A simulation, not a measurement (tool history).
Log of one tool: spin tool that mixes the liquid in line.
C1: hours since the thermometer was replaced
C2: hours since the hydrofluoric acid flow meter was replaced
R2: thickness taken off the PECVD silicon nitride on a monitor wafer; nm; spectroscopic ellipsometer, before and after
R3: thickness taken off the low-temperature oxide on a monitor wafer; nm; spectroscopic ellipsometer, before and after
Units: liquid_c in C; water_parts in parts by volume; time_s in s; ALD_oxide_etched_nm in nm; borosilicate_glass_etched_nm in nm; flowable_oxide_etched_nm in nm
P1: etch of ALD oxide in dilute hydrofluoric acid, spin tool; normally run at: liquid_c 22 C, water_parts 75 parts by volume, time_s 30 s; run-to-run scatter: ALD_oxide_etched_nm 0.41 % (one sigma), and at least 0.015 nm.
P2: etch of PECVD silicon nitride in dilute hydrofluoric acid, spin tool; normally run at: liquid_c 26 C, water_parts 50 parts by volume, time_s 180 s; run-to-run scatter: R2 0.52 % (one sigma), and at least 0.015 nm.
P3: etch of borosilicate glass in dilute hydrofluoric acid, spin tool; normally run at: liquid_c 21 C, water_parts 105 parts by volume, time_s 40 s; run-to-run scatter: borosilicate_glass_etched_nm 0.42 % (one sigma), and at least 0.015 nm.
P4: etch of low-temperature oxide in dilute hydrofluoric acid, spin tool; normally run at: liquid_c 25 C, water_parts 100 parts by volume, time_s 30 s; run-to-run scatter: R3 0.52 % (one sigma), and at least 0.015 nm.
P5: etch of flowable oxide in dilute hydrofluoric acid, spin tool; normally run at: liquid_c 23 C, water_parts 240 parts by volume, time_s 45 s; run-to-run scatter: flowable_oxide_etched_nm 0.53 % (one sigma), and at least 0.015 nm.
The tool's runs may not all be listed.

Run 1, hour 9.9: process P1, liquid_c 22 C, water_parts 75 parts by volume, time_s 30 s; C1 236.4; C2 186.2. Result: ALD_oxide_etched_nm 10.01 nm.
Run 2, hour 26: process P1, liquid_c 17 C, water_parts 75 parts by volume, time_s 30 s; C1 252.5; C2 202.3. Result: ALD_oxide_etched_nm 7.9761 nm.
Run 3, hour 40.2: process P2, liquid_c 26 C, water_parts 50 parts by volume, time_s 180 s; C1 266.7; C2 216.5. Result: R2 17.527 nm.
Run 4, hour 54.1: process P2, liquid_c 26 C, water_parts 50 parts by volume, time_s 360 s; C1 280.6; C2 230.4. Result: R2 35.239 nm.
Run 5, hour 66: process P4, liquid_c 25 C, water_parts 100 parts by volume, time_s 55 s; C1 292.5; C2 242.3. Result: R3 20.257 nm.
Run 6, hour 80.9: process P4, liquid_c 25 C, water_parts 100 parts by volume, time_s 30 s; C1 307.4; C2 257.2. Result: R3 10.874 nm.
Run 7, hour 93.9: process P3, liquid_c 21 C, water_parts 105 parts by volume, time_s 40 s; C1 320.4; C2 270.2. Result: borosilicate_glass_etched_nm 10.674 nm.
Run 8, hour 108.4: process P3, liquid_c 21 C, water_parts 105 parts by volume, time_s 65 s; C1 334.9; C2 284.7. Result: borosilicate_glass_etched_nm 17.229 nm.
Run 9, hour 116.5: process P2, liquid_c 26 C, water_parts 70 parts by volume, time_s 180 s; C1 343; C2 292.8. Result: R2 12.532 nm.
Run 10, hour 127.3: process P1, liquid_c 27 C, water_parts 135 parts by volume, time_s 30 s; C1 353.8; C2 303.6. Result: ALD_oxide_etched_nm 6.1763 nm.
Run 11, hour 136.7: process P1, liquid_c 22 C, water_parts 75 parts by volume, time_s 30 s; C1 363.2; C2 313. Result: ALD_oxide_etched_nm 9.8741 nm.
Run 12, hour 148.3: process P5, liquid_c 23 C, water_parts 90 parts by volume, time_s 45 s; C1 374.8; C2 324.6. Result: flowable_oxide_etched_nm 16.141 nm.
Run 13, hour 157.5: process P1, liquid_c 28 C, water_parts 75 parts by volume, time_s 30 s; C1 384; C2 333.8. Result: ALD_oxide_etched_nm 12.599 nm.
Run 14, hour 171: process P2, liquid_c 21.5 C, water_parts 50 parts by volume, time_s 180 s; C1 397.5; C2 347.3. Result: R2 12.783 nm.
Run 15, hour 179: process P1, liquid_c 22 C, water_parts 140 parts by volume, time_s 30 s; C1 405.5; C2 355.3. Result: ALD_oxide_etched_nm 4.8777 nm.
Run 16, hour 194.7: process P1, liquid_c 22 C, water_parts 75 parts by volume, time_s 30 s; C1 421.2; C2 371. Result: ALD_oxide_etched_nm 9.8252 nm.
Run 17, hour 210.8: process P1, liquid_c 22 C, water_parts 75 parts by volume, time_s 30 s; C1 437.3; C2 387.1. Result: ALD_oxide_etched_nm 9.9052 nm.
Run 18, hour 221.2: process P1, liquid_c 22 C, water_parts 75 parts by volume, time_s 55 s; C1 447.7; C2 397.5. Result: ALD_oxide_etched_nm 18.119 nm.
Run 19, hour 234.5: process P3, liquid_c 21 C, water_parts 35 parts by volume, time_s 40 s; C1 461; C2 410.8. Result: borosilicate_glass_etched_nm 34.753 nm.
Run 20, hour 247.3: process P4, liquid_c 25 C, water_parts 100 parts by volume, time_s 30 s; C1 473.8; C2 423.6. Result: R3 11 nm.
Run 21, hour 259.2: process P1, liquid_c 22 C, water_parts 75 parts by volume, time_s 30 s; C1 485.7; C2 435.5. Result: ALD_oxide_etched_nm 9.9054 nm.
Run 22, hour 268.5: process P5, liquid_c 23 C, water_parts 240 parts by volume, time_s 45 s; C1 495; C2 444.8. Result: flowable_oxide_etched_nm 5.1019 nm.
Run 23, hour 280.4: process P3, liquid_c 21 C, water_parts 105 parts by volume, time_s 40 s; C1 506.9; C2 456.7. Result: borosilicate_glass_etched_nm 10.685 nm.
Run 24, hour 296.2: process P3, liquid_c 27.5 C, water_parts 105 parts by volume, time_s 40 s; C1 522.7; C2 472.5. Result: borosilicate_glass_etched_nm 13.701 nm.
Run 25, hour 312.7: process P4, liquid_c 25 C, water_parts 50 parts by volume, time_s 30 s; C1 539.2; C2 489. Result: R3 23.744 nm.
Run 26, hour 325.7: process P1, liquid_c 22 C, water_parts 75 parts by volume, time_s 30 s; C1 552.2; C2 502. Result: ALD_oxide_etched_nm 9.8965 nm.
Run 27, hour 337.1: process P5, liquid_c 17 C, water_parts 240 parts by volume, time_s 45 s; C1 563.6; C2 513.4. Result: flowable_oxide_etched_nm 4.0422 nm.
Run 28, hour 348.5: process P1, liquid_c 22 C, water_parts 75 parts by volume, time_s 30 s; C1 575; C2 524.8. Result: ALD_oxide_etched_nm 9.8908 nm.
Run 29, hour 357.1: process P4, liquid_c 18 C, water_parts 100 parts by volume, time_s 30 s; C1 583.6; C2 533.4. Result: R3 8.2315 nm.
Run 30, hour 367.2: process P1, liquid_c 22 C, water_parts 20 parts by volume, time_s 30 s; C1 593.7; C2 543.5. Result: ALD_oxide_etched_nm 39.836 nm.
Run 31, hour 378: process P5, liquid_c 23 C, water_parts 240 parts by volume, time_s 85 s; C1 604.5; C2 554.3. Result: flowable_oxide_etched_nm 9.6568 nm.
Run 32, hour 388.3: process P1, liquid_c 22 C, water_parts 75 parts by volume, time_s 15 s; C1 614.8; C2 564.6. Result: ALD_oxide_etched_nm 4.9511 nm.
Run 33, hour 402.5: process P1, liquid_c 22 C, water_parts 75 parts by volume, time_s 30 s; C1 629; C2 578.8. Result: ALD_oxide_etched_nm 9.9146 nm.
Run 34, hour 415.1: process P1, liquid_c 22 C, water_parts 75 parts by volume, time_s 30 s; C1 641.6; C2 591.4. Result: ALD_oxide_etched_nm 10.203 nm.
Run 35, hour 430.5: process P1, liquid_c 22 C, water_parts 75 parts by volume, time_s 30 s; C1 657; C2 606.8. Result: ALD_oxide_etched_nm 10.395 nm.
Run 36, hour 445.4: process P1, liquid_c 22 C, water_parts 75 parts by volume, time_s 30 s; C1 671.9; C2 621.7. Result: ALD_oxide_etched_nm 10.601 nm.

Forecast run 37:
Run 37, hour 460: process P1, liquid_c 22 C, water_parts 75 parts by volume, time_s 30 s; C1 686.5; C2 636.3. Result: ALD_oxide_etched_nm ?.

{"run 37": {"ALD_oxide_etched_nm": 10.669}}
